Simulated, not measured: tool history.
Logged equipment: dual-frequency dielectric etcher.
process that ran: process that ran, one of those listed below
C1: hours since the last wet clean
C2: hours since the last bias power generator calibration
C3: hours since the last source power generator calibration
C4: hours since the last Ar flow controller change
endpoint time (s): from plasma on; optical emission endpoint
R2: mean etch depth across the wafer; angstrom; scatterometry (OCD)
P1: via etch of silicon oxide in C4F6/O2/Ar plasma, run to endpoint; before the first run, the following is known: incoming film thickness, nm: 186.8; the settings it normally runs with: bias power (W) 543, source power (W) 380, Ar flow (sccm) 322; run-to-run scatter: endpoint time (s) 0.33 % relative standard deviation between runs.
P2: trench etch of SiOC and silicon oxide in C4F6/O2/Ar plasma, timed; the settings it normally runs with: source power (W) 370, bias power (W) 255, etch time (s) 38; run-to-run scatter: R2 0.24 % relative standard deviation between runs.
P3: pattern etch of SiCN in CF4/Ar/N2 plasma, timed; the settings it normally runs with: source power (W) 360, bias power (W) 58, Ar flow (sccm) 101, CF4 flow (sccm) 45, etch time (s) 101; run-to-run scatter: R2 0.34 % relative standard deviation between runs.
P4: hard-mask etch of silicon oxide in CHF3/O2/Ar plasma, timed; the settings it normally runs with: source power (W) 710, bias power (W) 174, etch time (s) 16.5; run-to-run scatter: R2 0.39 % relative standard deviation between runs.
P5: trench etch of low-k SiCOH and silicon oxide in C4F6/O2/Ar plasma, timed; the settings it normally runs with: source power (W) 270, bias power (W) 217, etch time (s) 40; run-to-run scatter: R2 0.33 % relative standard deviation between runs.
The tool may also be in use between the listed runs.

{"run": 1, "hour": 7.5, "process that ran": "P1", "bias power (W)": 543, "source power (W)": 380, "Ar flow (sccm)": 322, "C1": 64.8, "C2": 1572.7, "C3": 1388.7, "C4": 862.7, "endpoint time (s)": 42.149}
{"run": 2, "hour": 18.5, "process that ran": "P1", "bias power (W)": 543, "source power (W)": 380, "Ar flow (sccm)": 322, "C1": 75.8, "C2": 1583.7, "C3": 1399.7, "C4": 873.7, "endpoint time (s)": 42.07}
{"run": 3, "hour": 30.4, "process that ran": "P1", "bias power (W)": 543, "source power (W)": 380, "Ar flow (sccm)": 322, "C1": 87.7, "C2": 1595.6, "C3": 1411.6, "C4": 885.6, "endpoint time (s)": 42.28}
{"run": 4, "hour": 40.0, "process that ran": "P1", "bias power (W)": 543, "source power (W)": 380, "Ar flow (sccm)": 322, "C1": 97.3, "C2": 1605.2, "C3": 1421.2, "C4": 895.2, "endpoint time (s)": 41.912}
{"run": 5, "hour": 49.7, "process that ran": "P3", "bias power (W)": 58, "source power (W)": 230, "Ar flow (sccm)": 101, "CF4 flow (sccm)": 45, "etch time (s)": 101, "C1": 107, "C2": 1614.9, "C3": 1430.9, "C4": 904.9, "R2": 400.23}
{"run": 6, "hour": 59.0, "process that ran": "P1", "bias power (W)": 369, "source power (W)": 380, "Ar flow (sccm)": 322, "C1": 116.3, "C2": 1624.2, "C3": 1440.2, "C4": 914.2, "endpoint time (s)": 48.632}
{"run": 7, "hour": 68.4, "process that ran": "P5", "bias power (W)": 217, "source power (W)": 190, "etch time (s)": 40, "C1": 125.7, "C2": 1633.6, "C3": 1449.6, "C4": 923.6, "R2": 1028.5}
{"run": 8, "hour": 78.1, "process that ran": "P4", "bias power (W)": 174, "source power (W)": 990, "etch time (s)": 16.5, "C1": 135.4, "C2": 1643.3, "C3": 1459.3, "C4": 933.3, "R2": 386.97}
{"run": 9, "hour": 83.7, "process that ran": "P1", "bias power (W)": 647, "source power (W)": 380, "Ar flow (sccm)": 391, "C1": 141, "C2": 1648.9, "C3": 1464.9, "C4": 938.9, "endpoint time (s)": 40.165}
{"run": 10, "hour": 89.4, "process that ran": "P5", "bias power (W)": 217, "source power (W)": 270, "etch time (s)": 24.5, "C1": 146.7, "C2": 1654.6, "C3": 1470.6, "C4": 944.6, "R2": 717.71}
{"hour": 100.2, "done": "source power generator calibrated"}
{"run": 11, "hour": 101.1, "process that ran": "P1", "bias power (W)": 543, "source power (W)": 380, "Ar flow (sccm)": 322, "C1": 158.4, "C2": 1666.3, "C3": 0.9, "C4": 956.3, "endpoint time (s)": 42.228}
{"run": 12, "hour": 108.7, "process that ran": "P3", "bias power (W)": 40, "source power (W)": 360, "Ar flow (sccm)": 101, "CF4 flow (sccm)": 45, "etch time (s)": 101, "C1": 166, "C2": 1673.9, "C3": 8.5, "C4": 963.9, "R2": 518.4}
{"run": 13, "hour": 120.4, "process that ran": "P1", "bias power (W)": 543, "source power (W)": 380, "Ar flow (sccm)": 322, "C1": 177.7, "C2": 1685.6, "C3": 20.2, "C4": 975.6, "endpoint time (s)": 42.044}
{"run": 14, "hour": 129.3, "process that ran": "P3", "bias power (W)": 58, "source power (W)": 360, "Ar flow (sccm)": 128, "CF4 flow (sccm)": 45, "etch time (s)": 101, "C1": 186.6, "C2": 1694.5, "C3": 29.1, "C4": 984.5, "R2": 565.9}
{"run": 15, "hour": 134.9, "process that ran": "P5", "bias power (W)": 145, "source power (W)": 270, "etch time (s)": 40, "C1": 192.2, "C2": 1700.1, "C3": 34.7, "C4": 990.1, "R2": 1025.8}
{"run": 16, "hour": 142.1, "process that ran": "P5", "bias power (W)": 217, "source power (W)": 270, "etch time (s)": 40, "C1": 199.4, "C2": 1707.3, "C3": 41.9, "C4": 997.3, "R2": 1175.6}
{"run": 17, "hour": 149.0, "process that ran": "P2", "bias power (W)": 255, "source power (W)": 370, "etch time (s)": 23, "C1": 206.3, "C2": 1714.2, "C3": 48.8, "C4": 1004.2, "R2": 498.44}
{"run": 18, "hour": 158.1, "process that ran": "P4", "bias power (W)": 174, "source power (W)": 710, "etch time (s)": 16.5, "C1": 215.4, "C2": 1723.3, "C3": 57.9, "C4": 1013.3, "R2": 342.46}
{"run": 19, "hour": 168.3, "process that ran": "P1", "bias power (W)": 543, "source power (W)": 380, "Ar flow (sccm)": 449, "C1": 225.6, "C2": 1733.5, "C3": 68.1, "C4": 1023.5, "endpoint time (s)": 43.842}
{"run": 20, "hour": 176.1, "process that ran": "P1", "bias power (W)": 373, "source power (W)": 470, "Ar flow (sccm)": 322, "C1": 233.4, "C2": 1741.3, "C3": 75.9, "C4": 1031.3, "endpoint time (s)": 44.53}
{"run": 21, "hour": 183.2, "process that ran": "P1", "bias power (W)": 543, "source power (W)": 300, "Ar flow (sccm)": 322, "C1": 240.5, "C2": 1748.4, "C3": 83, "C4": 1038.4, "endpoint time (s)": 45.957}
{"run": 22, "hour": 189.1, "process that ran": "P1", "bias power (W)": 331, "source power (W)": 300, "Ar flow (sccm)": 322, "C1": 246.4, "C2": 1754.3, "C3": 88.9, "C4": 1044.3, "endpoint time (s)": 55.081}
{"run": 23, "hour": 199.3, "process that ran": "P3", "bias power (W)": 58, "source power (W)": 360, "Ar flow (sccm)": 101, "CF4 flow (sccm)": 45, "etch time (s)": 101, "C1": 256.6, "C2": 1764.5, "C3": 99.1, "C4": 1054.5, "R2": 591.33}
{"run": 24, "hour": 207.1, "process that ran": "P4", "bias power (W)": 174, "source power (W)": 710, "etch time (s)": 12.5, "C1": 264.4, "C2": 1772.3, "C3": 106.9, "C4": 1062.3, "R2": 258.81}
{"run": 25, "hour": 217.1, "process that ran": "P4", "bias power (W)": 243, "source power (W)": 710, "etch time (s)": 16.5, "C1": 274.4, "C2": 1782.3, "C3": 116.9, "C4": 1072.3, "R2": 381.26}
{"run": 26, "hour": 225.4, "process that ran": "P1", "bias power (W)": 543, "source power (W)": 520, "Ar flow (sccm)": 322, "C1": 282.7, "C2": 1790.6, "C3": 125.2, "C4": 1080.6, "endpoint time (s)": 37.839}
{"run": 27, "hour": 236.4, "process that ran": "P2", "bias power (W)": 301, "source power (W)": 370, "etch time (s)": 38, "C1": 293.7, "C2": 1801.6, "C3": 136.2, "C4": 1091.6, "R2": 871.52}
{"run": 28, "hour": 247.9, "process that ran": "P1", "bias power (W)": 715, "source power (W)": 380, "Ar flow (sccm)": 322, "C1": 305.2, "C2": 1813.1, "C3": 147.7, "C4": 1103.1, "endpoint time (s)": 37.741}
{"run": 29, "hour": 258.8, "process that ran": "P2", "bias power (W)": 255, "source power (W)": 370, "etch time (s)": 38, "C1": 316.1, "C2": 1824, "C3": 158.6, "C4": 1114, "R2": 823.75}
{"run": 30, "hour": 265.4, "process that ran": "P3", "bias power (W)": 58, "source power (W)": 360, "Ar flow (sccm)": 101, "CF4 flow (sccm)": 45, "etch time (s)": 148.5, "C1": 322.7, "C2": 1830.6, "C3": 165.2, "C4": 1120.6, "R2": 873.56}
{"run": 31, "hour": 270.6, "process that ran": "P4", "bias power (W)": 174, "source power (W)": 710, "etch time (s)": 16.5, "C1": 327.9, "C2": 1835.8, "C3": 170.4, "C4": 1125.8, "R2": 340.62}

Run 32 has not been measured yet. What should we expect?
{"run": 32, "hour": 278.7, "process that ran": "P3", "bias power (W)": 58, "source power (W)": 360, "Ar flow (sccm)": 101, "CF4 flow (sccm)": 63, "etch time (s)": 101, "C1": 336, "C2": 1843.9, "C3": 178.5, "C4": 1133.9, "R2": "?"}

R2: 626.75 angstrom
